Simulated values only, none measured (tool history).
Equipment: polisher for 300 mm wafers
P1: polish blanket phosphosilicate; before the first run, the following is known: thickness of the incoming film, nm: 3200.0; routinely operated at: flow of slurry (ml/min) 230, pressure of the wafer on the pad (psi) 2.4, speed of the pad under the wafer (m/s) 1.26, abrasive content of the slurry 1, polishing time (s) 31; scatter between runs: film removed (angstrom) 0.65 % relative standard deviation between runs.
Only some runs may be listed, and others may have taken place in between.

run	hour	flow of slurry (ml/min)	pressure of the wafer on the pad (psi)	speed of the pad under the wafer (m/s)	abrasive content of the slurry	polishing time (s)	film removed (angstrom)
1	6.1	230	2.4	1.26	1	31	2520.7
2	10.3	230	3.5	1.26	1	31	3643.4
3	15	230	2.4	1.26	1	31	2495.1
4	17.9	230	3.2	1.68	1	31	4125.3
5	22.5	295	1.6	1.26	1	31	1702.2
6	28.4	230	2.4	1.26	1	43	3445
7	31.5	230	2.4	1.26	1	31	2463.7
8	35.5	230	2.4	1.26	1	22	1766.2
9	39.8	335	2.4	1.26	1	31	2553.1
10	43.8	230	2.4	1.26	1	31	2493.1
11	47.3	230	2.4	1.26	0.7	31	2067.1
12	53.1	230	1.1	1.26	1	31	1136.4
13	58.3	230	2.4	1.26	1	31	2464.8
14	62.9	230	2.4	0.66	1	31	1476.1
15	66.9	230	2.4	1.82	1	31	3335.5
16	71	230	2.4	1.26	1.45	31	2902.8
# hour 76.7: head pressure recalibrated
17	77	140	2.4	1.26	1	31	2304.4
18	82.9	230	2.4	1.26	1	31	2496.3
19	87.4	230	2.4	1.26	1	31	2445.7
20	91.3	230	2.4	1.26	1	31	2361.4
21	95.4	230	2.4	1.26	1	31	2333.2
22	98.6	230	2.4	1.26	1	31	2255.5
# hour 102.8: slurry nozzle cleaned
23	103.5	230	2.4	1.26	1	31	2241.6
# hour 105.3: conditioning disc replaced and pad reconditioned
24	109.4	230	2.4	1.26	1	31	2188.9
# hour 113.3: head pressure recalibrated
25	113.5	230	2.4	1.26	1	31	2182.4
26	116.7	230	2.4	1.26	1	31	2160.6
27	119.9	230	2.4	1.26	1	31	2172.8
28	125.7	230	2.4	1.26	1	31	2165.3

Compared with where it was, what P1 gives has crept away. Each cause listed below fits the log as well as the rest, at the size given for it:
A: abrasive missing from the slurry, % = 23.7
B: removal rate lost through wear of the pad, % = 12.4
The onset of the drift is placed at about hour 87.4.
All other causes, with the reason each is excluded:
slurry flow missing at the pad, %: serviced at hour 102.8, which brought nothing back
head's pressure below its setpoint, %: serviced at hour 113.3, which brought nothing back
time polished since the conditioner stopped cutting, s: serviced at hour 105.3, which brought nothing back

The list below offers 4 check runs, each averaging the results of 5 wafers, and shows each result as a question mark. For which of them would the listed causes give clearly different results?
check 1	131.5	175	2.4	1.6	1	31	?
check 2	131.5	230	1.6	1.26	1	31	?
check 3	131.5	140	2.4	0.72	1	31	?
check 4	131.5	230	2.4	1.26	1.4	31	?

Outcome of each check run for each possible cause:
check	result	if A	if B
check 1	film removed (angstrom)	2538.9	2538.1
check 2	film removed (angstrom)	1449	1448.6
check 3	film removed (angstrom)	1292	1291.6
check 4	film removed (angstrom)	2554.6	2497.2
Minimum pairwise separation of causes per check, each pair taken at its best-separating result: check 1 0.03 %; check 2 0.03 %; check 3 0.03 %; check 4 2.27 %
Of the check runs offered, only check 4 discriminates between the causes; the rest would read about the same regardless of which cause applies.

Then check 4 was run and gave: film removed (angstrom) 2487.2. Which cause is it?

It was cause B: removal rate lost through wear of the pad, %.
